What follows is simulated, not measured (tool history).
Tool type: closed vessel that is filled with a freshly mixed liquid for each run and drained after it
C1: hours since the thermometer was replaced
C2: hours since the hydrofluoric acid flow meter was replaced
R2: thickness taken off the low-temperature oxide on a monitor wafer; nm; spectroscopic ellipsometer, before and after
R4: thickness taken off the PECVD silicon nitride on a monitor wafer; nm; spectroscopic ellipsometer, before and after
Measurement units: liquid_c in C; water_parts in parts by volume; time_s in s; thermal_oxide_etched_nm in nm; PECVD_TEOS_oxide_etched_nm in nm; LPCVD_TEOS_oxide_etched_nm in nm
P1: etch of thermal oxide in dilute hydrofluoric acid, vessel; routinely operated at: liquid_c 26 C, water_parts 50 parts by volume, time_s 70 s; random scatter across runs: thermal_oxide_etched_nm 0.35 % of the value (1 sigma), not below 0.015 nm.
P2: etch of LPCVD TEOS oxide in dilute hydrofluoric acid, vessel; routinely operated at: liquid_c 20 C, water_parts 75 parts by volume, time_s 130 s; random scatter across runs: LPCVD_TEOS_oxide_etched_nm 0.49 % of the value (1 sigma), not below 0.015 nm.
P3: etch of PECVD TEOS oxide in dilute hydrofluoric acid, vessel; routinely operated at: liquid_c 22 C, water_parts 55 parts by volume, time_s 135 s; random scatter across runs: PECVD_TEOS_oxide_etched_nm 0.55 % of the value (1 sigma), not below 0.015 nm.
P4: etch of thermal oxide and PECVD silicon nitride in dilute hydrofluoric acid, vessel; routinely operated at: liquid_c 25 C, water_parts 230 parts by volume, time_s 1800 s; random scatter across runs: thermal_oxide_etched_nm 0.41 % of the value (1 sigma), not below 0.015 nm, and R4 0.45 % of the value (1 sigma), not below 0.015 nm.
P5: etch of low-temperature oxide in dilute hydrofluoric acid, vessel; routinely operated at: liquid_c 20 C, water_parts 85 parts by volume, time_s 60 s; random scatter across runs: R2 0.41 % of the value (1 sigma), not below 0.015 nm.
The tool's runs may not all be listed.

Run 1, hour 7.6: process P1, liquid_c 26 C, water_parts 50 parts by volume, time_s 70 s; C1 292.9; C2 197.7. Result: thermal_oxide_etched_nm 7.4452 nm.
Run 2, hour 12.9: process P1, liquid_c 26 C, water_parts 50 parts by volume, time_s 110 s; C1 298.2; C2 203. Result: thermal_oxide_etched_nm 11.706 nm.
Run 3, hour 20.8: process P1, liquid_c 26 C, water_parts 50 parts by volume, time_s 35 s; C1 306.1; C2 210.9. Result: thermal_oxide_etched_nm 3.7371 nm.
Run 4, hour 25.8: process P5, liquid_c 20 C, water_parts 145 parts by volume, time_s 60 s; C1 311.1; C2 215.9. Result: R2 6.5583 nm.
Run 5, hour 30.5: process P3, liquid_c 22 C, water_parts 30 parts by volume, time_s 135 s; C1 315.8; C2 220.6. Result: PECVD_TEOS_oxide_etched_nm 52.584 nm.
Run 6, hour 37.1: process P4, liquid_c 25 C, water_parts 230 parts by volume, time_s 1800 s; C1 322.4; C2 227.2. Result: thermal_oxide_etched_nm 32.156 nm, R4 47.9 nm.
Run 7, hour 45.1: process P4, liquid_c 21 C, water_parts 230 parts by volume, time_s 1800 s; C1 330.4; C2 235.2. Result: thermal_oxide_etched_nm 27.892 nm, R4 37.435 nm.
Run 8, hour 52.6: process P1, liquid_c 29.5 C, water_parts 75 parts by volume, time_s 70 s; C1 337.9; C2 242.7. Result: thermal_oxide_etched_nm 5.462 nm.
Run 9, hour 59.8: process P1, liquid_c 32.5 C, water_parts 50 parts by volume, time_s 70 s; C1 345.1; C2 249.9. Result: thermal_oxide_etched_nm 9.5835 nm.
Run 10, hour 68.1: process P3, liquid_c 29 C, water_parts 55 parts by volume, time_s 135 s; C1 353.4; C2 258.2. Result: PECVD_TEOS_oxide_etched_nm 37.041 nm.
Run 11, hour 71.7: process P3, liquid_c 22 C, water_parts 55 parts by volume, time_s 65 s; C1 357; C2 261.8. Result: PECVD_TEOS_oxide_etched_nm 13.32 nm.
Run 12, hour 78.7: process P1, liquid_c 26 C, water_parts 50 parts by volume, time_s 70 s; C1 364; C2 268.8. Result: thermal_oxide_etched_nm 7.3566 nm.
Run 13, hour 86.1: process P5, liquid_c 20 C, water_parts 85 parts by volume, time_s 60 s; C1 371.4; C2 276.2. Result: R2 11.936 nm.
Run 14, hour 92.8: process P5, liquid_c 20 C, water_parts 85 parts by volume, time_s 30 s; C1 378.1; C2 282.9. Result: R2 5.9687 nm.
Run 15, hour 100.8: process P1, liquid_c 26 C, water_parts 50 parts by volume, time_s 70 s; C1 386.1; C2 290.9. Result: thermal_oxide_etched_nm 7.388 nm.
Run 16, hour 107.4: process P3, liquid_c 22 C, water_parts 55 parts by volume, time_s 135 s; C1 392.7; C2 297.5. Result: PECVD_TEOS_oxide_etched_nm 27.605 nm.
Run 17, hour 111.8: process P1, liquid_c 26 C, water_parts 50 parts by volume, time_s 70 s; C1 397.1; C2 301.9. Result: thermal_oxide_etched_nm 7.4007 nm.
Run 18, hour 117.7: process P2, liquid_c 20 C, water_parts 75 parts by volume, time_s 130 s; C1 403; C2 307.8. Result: LPCVD_TEOS_oxide_etched_nm 36.188 nm.
Run 19, hour 124.6: process P1, liquid_c 26 C, water_parts 30 parts by volume, time_s 70 s; C1 409.9; C2 314.7. Result: thermal_oxide_etched_nm 12.708 nm.
Run 20, hour 129: process P5, liquid_c 20 C, water_parts 85 parts by volume, time_s 60 s; C1 414.3; C2 319.1. Result: R2 11.992 nm.
Run 21, hour 133.1: process P1, liquid_c 21.5 C, water_parts 50 parts by volume, time_s 70 s; C1 418.4; C2 323.2. Result: thermal_oxide_etched_nm 6.1341 nm.
Run 22, hour 138.7: process P1, liquid_c 26 C, water_parts 50 parts by volume, time_s 70 s; C1 424; C2 328.8. Result: thermal_oxide_etched_nm 7.395 nm.
Run 23, hour 145.9: process P1, liquid_c 26 C, water_parts 25 parts by volume, time_s 35 s; C1 431.2; C2 336. Result: thermal_oxide_etched_nm 7.6381 nm.
Run 24, hour 152.8: process P4, liquid_c 25 C, water_parts 230 parts by volume, time_s 1800 s; C1 438.1; C2 342.9. Result: thermal_oxide_etched_nm 32.175 nm, R4 47.668 nm.
Run 25, hour 159.7: process P1, liquid_c 26 C, water_parts 80 parts by volume, time_s 70 s; C1 445; C2 349.8. Result: thermal_oxide_etched_nm 4.4504 nm.
Run 26, hour 167.8: process P2, liquid_c 17 C, water_parts 75 parts by volume, time_s 130 s; C1 453.1; C2 357.9. Result: LPCVD_TEOS_oxide_etched_nm 31.789 nm.
Run 27, hour 172.8: process P4, liquid_c 25 C, water_parts 230 parts by volume, time_s 2915 s; C1 458.1; C2 362.9. Result: thermal_oxide_etched_nm 52.339 nm, R4 77.899 nm.
Run 28, hour 177.5: process P2, liquid_c 20 C, water_parts 75 parts by volume, time_s 130 s; C1 462.8; C2 367.6. Result: LPCVD_TEOS_oxide_etched_nm 36.272 nm.
Run 29, hour 184.8: process P2, liquid_c 20 C, water_parts 75 parts by volume, time_s 195 s; C1 470.1; C2 374.9. Result: LPCVD_TEOS_oxide_etched_nm 54.602 nm.
Run 30, hour 190.9: process P4, liquid_c 25 C, water_parts 395 parts by volume, time_s 1800 s; C1 476.2; C2 381. Result: thermal_oxide_etched_nm 15.931 nm, R4 27.706 nm.
Run 31, hour 199.1: process P5, liquid_c 27 C, water_parts 85 parts by volume, time_s 60 s; C1 484.4; C2 389.2. Result: R2 15.914 nm.
Run 32, hour 204.1: process P2, liquid_c 20 C, water_parts 140 parts by volume, time_s 130 s; C1 489.4; C2 394.2. Result: LPCVD_TEOS_oxide_etched_nm 18.05 nm.
Run 33, hour 210.9: process P1, liquid_c 26 C, water_parts 50 parts by volume, time_s 70 s; C1 496.2; C2 401. Result: thermal_oxide_etched_nm 7.4096 nm.
Run 34, hour 215.8: process P1, liquid_c 26 C, water_parts 50 parts by volume, time_s 70 s; C1 501.1; C2 405.9. Result: thermal_oxide_etched_nm 7.5708 nm.
Run 35, hour 223.4: process P1, liquid_c 26 C, water_parts 50 parts by volume, time_s 70 s; C1 508.7; C2 413.5. Result: thermal_oxide_etched_nm 7.755 nm.
Run 36, hour 227.7: process P1, liquid_c 26 C, water_parts 50 parts by volume, time_s 70 s; C1 513; C2 417.8. Result: thermal_oxide_etched_nm 7.7974 nm.
Run 37, hour 232.3: process P1, liquid_c 26 C, water_parts 50 parts by volume, time_s 70 s; C1 517.6; C2 422.4. Result: thermal_oxide_etched_nm 7.8715 nm.
Run 38, hour 236.1: process P1, liquid_c 26 C, water_parts 50 parts by volume, time_s 70 s; C1 521.4; C2 426.2. Result: thermal_oxide_etched_nm 7.8921 nm.
Run 39, hour 244.1: process P1, liquid_c 26 C, water_parts 50 parts by volume, time_s 70 s; C1 529.4; C2 434.2. Result: thermal_oxide_etched_nm 7.9063 nm.
Run 40, hour 250.1: process P1, liquid_c 26 C, water_parts 50 parts by volume, time_s 70 s; C1 535.4; C2 440.2. Result: thermal_oxide_etched_nm 7.8927 nm.
Run 41, hour 254.7: process P1, liquid_c 26 C, water_parts 50 parts by volume, time_s 70 s; C1 540; C2 444.8. Result: thermal_oxide_etched_nm 7.9706 nm.
Run 42, hour 262.6: process P1, liquid_c 26 C, water_parts 50 parts by volume, time_s 70 s; C1 547.9; C2 452.7. Result: thermal_oxide_etched_nm 7.9211 nm.

What P1 gives has crept away from where it was. These 2 causes fit the log equally well, each at the size given:
A: hydrofluoric acid flow above the setpoint (%) = 6.9
B: liquid hotter than its thermometer reads (K) = 1.78
Creep in the process output first set in at about hour 210.9.

Question marks stand in for the results of the 4 check runs listed below, each run on one wafer. Under which run would the listed causes show clearly different results?
Run check 1, hour 270.5: process P5, liquid_c 20 C, water_parts 85 parts by volume, time_s 60 s. Result: R2 ?.
Run check 2, hour 270.5: process P3, liquid_c 22 C, water_parts 55 parts by volume, time_s 135 s. Result: PECVD_TEOS_oxide_etched_nm ?.
Run check 3, hour 270.5: process P2, liquid_c 20 C, water_parts 75 parts by volume, time_s 130 s. Result: LPCVD_TEOS_oxide_etched_nm ?.
Run check 4, hour 270.5: process P4, liquid_c 25 C, water_parts 230 parts by volume, time_s 1800 s. Result: thermal_oxide_etched_nm ?, R4 ?.

Check results expected under each cause:
  check                      result    if A    if B
check 1                          R2  12.919  12.922
check 2  PECVD_TEOS_oxide_etched_nm  29.682  29.755
check 3  LPCVD_TEOS_oxide_etched_nm  38.999  39.054
check 4     thermal_oxide_etched_nm   34.92  34.244
check 4                          R4  51.124  53.364
Distance between the nearest two causes, measured in the result of the check that separates them most: check 1 0.02 %; check 2 0.24 %; check 3 0.14 %; check 4 4.29 %
Only check 4 tells the causes apart: in the others they would give nearly the same result.

Then check 4 was run and gave: thermal_oxide_etched_nm 34.257 nm; R4 53.341 nm. Which cause is it?

B is the cause: liquid hotter than its thermometer reads (K).
